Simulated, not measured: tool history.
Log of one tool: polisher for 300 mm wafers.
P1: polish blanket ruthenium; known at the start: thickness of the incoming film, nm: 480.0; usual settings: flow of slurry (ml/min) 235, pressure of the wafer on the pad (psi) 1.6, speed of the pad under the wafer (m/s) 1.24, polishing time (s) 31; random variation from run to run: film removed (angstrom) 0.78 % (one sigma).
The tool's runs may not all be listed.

| run | hour | flow of slurry (ml/min) | pressure of the wafer on the pad (psi) | speed of the pad under the wafer (m/s) | polishing time (s) | wafers polished on this pad | hours since the slurry nozzle was cleaned | hours since the head pressure was calibrated | film removed (angstrom) |
|---|---|---|---|---|---|---|---|---|---|
| 1 | 12.7 | 235 | 1.6 | 1.24 | 31 | 581 | 440.6 | 632.7 | 295.84 |
| 2 | 26.3 | 170 | 2 | 1.24 | 31 | 847 | 454.2 | 646.3 | 354.4 |
| 3 | 38.9 | 235 | 1.6 | 1.24 | 42 | 1095 | 466.8 | 658.9 | 407.98 |
| 4 | 50.7 | 140 | 1.6 | 1.24 | 31 | 1326 | 478.6 | 670.7 | 275.91 |
| 5 | 60 | 235 | 0.7 | 1.24 | 31 | 1508 | 487.9 | 680 | 129.98 |
| 6 | 67.6 | 330 | 1.6 | 1.24 | 47 | 1657 | 495.5 | 687.6 | 472.25 |
| 7 | 79.5 | 320 | 1.6 | 1.24 | 31 | 1891 | 507.4 | 699.5 | 306.91 |
| 8 | 90.1 | 235 | 1.6 | 1.24 | 31 | 2099 | 518 | 710.1 | 300.41 |
| 9 | 105.7 | 235 | 1.6 | 1.94 | 31 | 2405 | 533.6 | 725.7 | 468.35 |
| 10 | 120.2 | 235 | 2.4 | 1.24 | 31 | 2689 | 548.1 | 740.2 | 447.71 |
| 11 | 128.4 | 235 | 1.6 | 1.24 | 31 | 2850 | 556.3 | 748.4 | 298.77 |
| 12 | 139.3 | 235 | 1.6 | 0.64 | 31 | 3064 | 567.2 | 759.3 | 152.52 |
| 13 | 151.5 | 235 | 1.6 | 1.24 | 20 | 3303 | 579.4 | 771.5 | 192.02 |
| 14 | 166.3 | 235 | 1.6 | 1.24 | 31 | 3593 | 594.2 | 786.3 | 303.54 |
| 15 | 181.2 | 235 | 1.6 | 1.24 | 31 | 3885 | 609.1 | 801.2 | 295.2 |
| 16 | 188.6 | 235 | 1.6 | 1.24 | 31 | 4031 | 616.5 | 808.6 | 291.66 |
| 17 | 197.4 | 235 | 1.6 | 1.24 | 31 | 4203 | 625.3 | 817.4 | 288.74 |
| 18 | 207.4 | 235 | 1.6 | 1.24 | 31 | 4399 | 635.3 | 827.4 | 281.65 |
|  | 208.7 | worn pad replaced by a new one |
| 19 | 222.7 | 235 | 1.6 | 1.24 | 31 | 274 | 650.6 | 842.7 | 281.38 |
| 20 | 231.9 | 235 | 1.6 | 1.24 | 31 | 455 | 659.8 | 851.9 | 280.59 |

The next listed run, before its measurement:
| 21 | 239.5 | 235 | 1.6 | 1.24 | 31 | 604 | 667.4 | 859.5 | ? |

film removed (angstrom): 275.76
